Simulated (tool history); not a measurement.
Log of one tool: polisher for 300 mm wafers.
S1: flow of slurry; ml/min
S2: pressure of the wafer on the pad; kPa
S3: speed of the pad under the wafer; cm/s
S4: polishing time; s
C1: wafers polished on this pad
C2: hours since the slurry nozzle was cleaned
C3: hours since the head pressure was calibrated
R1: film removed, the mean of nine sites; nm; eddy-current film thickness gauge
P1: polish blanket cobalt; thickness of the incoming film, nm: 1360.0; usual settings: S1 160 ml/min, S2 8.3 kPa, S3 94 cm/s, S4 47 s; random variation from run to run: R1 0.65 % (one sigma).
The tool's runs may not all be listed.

run 1 hour=8.5 | S1=160 S2=8.3 S3=94 S4=47 | C1=529 C2=238.3 C3=188.3 | R1=113.550
run 2 hour=13.9 | S1=95 S2=8.3 S3=94 S4=47 | C1=569 C2=243.7 C3=193.7 | R1=101.250
run 3 hour=20.3 | S1=205 S2=8.3 S3=94 S4=47 | C1=616 C2=250.1 C3=200.1 | R1=118.390
run 4 hour=28.6 | S1=245 S2=8.3 S3=60 S4=47 | C1=678 C2=258.4 C3=208.4 | R1=76.317
run 5 hour=33.4 | S1=160 S2=8.3 S3=52 S4=47 | C1=714 C2=263.2 C3=213.2 | R1=61.582
run 6 hour=41.4 | S1=160 S2=8.3 S3=94 S4=21 | C1=773 C2=271.2 C3=221.2 | R1=50.572
run 7 hour=50.4 | S1=160 S2=8.3 S3=94 S4=68 | C1=840 C2=280.2 C3=230.2 | R1=161.860
-- hour=57.0 head pressure recalibrated
run 8 hour=59.0 | S1=160 S2=8.3 S3=124 S4=47 | C1=904 C2=288.8 C3=2.0 | R1=147.790
run 9 hour=65.9 | S1=160 S2=8.3 S3=94 S4=47 | C1=955 C2=295.7 C3=8.9 | R1=112.560
run 10 hour=74.5 | S1=160 S2=12.4 S3=94 S4=47 | C1=1019 C2=304.3 C3=17.5 | R1=168.140
run 11 hour=82.4 | S1=160 S2=3.4 S3=94 S4=47 | C1=1078 C2=312.2 C3=25.4 | R1=46.648
run 12 hour=89.1 | S1=160 S2=8.3 S3=94 S4=47 | C1=1128 C2=318.9 C3=32.1 | R1=112.460
run 13 hour=96.7 | S1=160 S2=8.3 S3=94 S4=47 | C1=1184 C2=326.5 C3=39.7 | R1=112.380
run 14 hour=103.6 | S1=160 S2=8.3 S3=94 S4=47 | C1=1236 C2=333.4 C3=46.6 | R1=111.230
run 15 hour=111.6 | S1=160 S2=8.3 S3=94 S4=47 | C1=1295 C2=341.4 C3=54.6 | R1=109.670
run 16 hour=117.9 | S1=160 S2=8.3 S3=94 S4=47 | C1=1342 C2=347.7 C3=60.9 | R1=107.210
run 17 hour=125.4 | S1=160 S2=8.3 S3=94 S4=47 | C1=1398 C2=355.2 C3=68.4 | R1=106.890
-- hour=133.9 head pressure recalibrated
run 18 hour=134.6 | S1=160 S2=8.3 S3=94 S4=47 | C1=1466 C2=364.4 C3=0.8 | R1=105.150
run 19 hour=139.8 | S1=160 S2=8.3 S3=94 S4=47 | C1=1505 C2=369.6 C3=6.0 | R1=104.420
run 20 hour=146.9 | S1=160 S2=8.3 S3=94 S4=47 | C1=1557 C2=376.7 C3=13.1 | R1=102.930
run 21 hour=154.7 | S1=160 S2=8.3 S3=94 S4=47 | C1=1615 C2=384.5 C3=20.9 | R1=104.160
run 22 hour=161.4 | S1=160 S2=8.3 S3=94 S4=47 | C1=1665 C2=391.2 C3=27.6 | R1=103.060
run 23 hour=169.2 | S1=160 S2=8.3 S3=94 S4=47 | C1=1723 C2=399.0 C3=35.4 | R1=103.250

The next listed run, before its measurement:
run 24 hour=178.1 | S1=160 S2=8.3 S3=94 S4=47 | C1=1789 C2=407.9 C3=44.3 | R1=?

R1: 104.430 nm
